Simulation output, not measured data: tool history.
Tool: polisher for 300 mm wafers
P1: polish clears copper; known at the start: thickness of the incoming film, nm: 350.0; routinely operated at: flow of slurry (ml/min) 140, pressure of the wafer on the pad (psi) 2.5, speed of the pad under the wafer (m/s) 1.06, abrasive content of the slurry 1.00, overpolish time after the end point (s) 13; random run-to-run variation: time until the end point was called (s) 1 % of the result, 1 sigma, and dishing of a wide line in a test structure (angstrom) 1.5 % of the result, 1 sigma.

run,hour,flow of slurry (ml/min),pressure of the wafer on the pad (psi),speed of the pad under the wafer (m/s),abrasive content of the slurry,overpolish time after the end point (s),time until the end point was called (s),dishing of a wide line in a test structure (angstrom)
1,12.9,140,2.5,1.06,1.00,13,108.080,254.830
2,21.8,140,2.5,1.06,1.30,20,103.320,367.100
3,36.4,140,2.5,1.06,1.40,13,101.420,272.380
4,48.4,140,2.5,1.06,1.00,13,111.750,257.380
5,55.5,140,2.5,1.06,1.00,13,111.220,253.520
6,65.5,210,1.5,1.06,1.00,13,172.680,173.960
7,76.8,140,2.5,1.06,1.00,4,109.850,93.865
8,83.4,140,2.5,1.68,1.00,13,69.674,368.870
# hour 89.1: head pressure recalibrated
9,94.3,140,4.0,1.06,1.00,13,69.326,380.170
10,103.0,140,2.5,0.72,1.00,13,161.680,189.460
11,113.6,140,2.5,1.06,1.00,13,109.380,267.020
12,123.5,140,2.5,1.06,0.55,13,126.090,240.490
13,130.7,140,2.5,1.06,1.00,19,109.750,335.520
14,140.6,220,2.5,1.06,1.00,13,104.560,273.580
15,147.7,140,1.3,1.06,1.00,13,211.100,146.940
16,158.8,140,2.5,1.06,1.00,13,109.230,258.380
17,170.4,85,2.5,1.06,1.00,13,123.010,246.240
18,178.0,140,2.5,1.54,1.00,18,75.022,429.300

Run 19, settings as shown, results not yet in. Your forecast:
19,189.9,140,2.5,1.06,1.00,13,?,?

time until the end point was called (s): 111.890
dishing of a wide line in a test structure (angstrom): 263.610
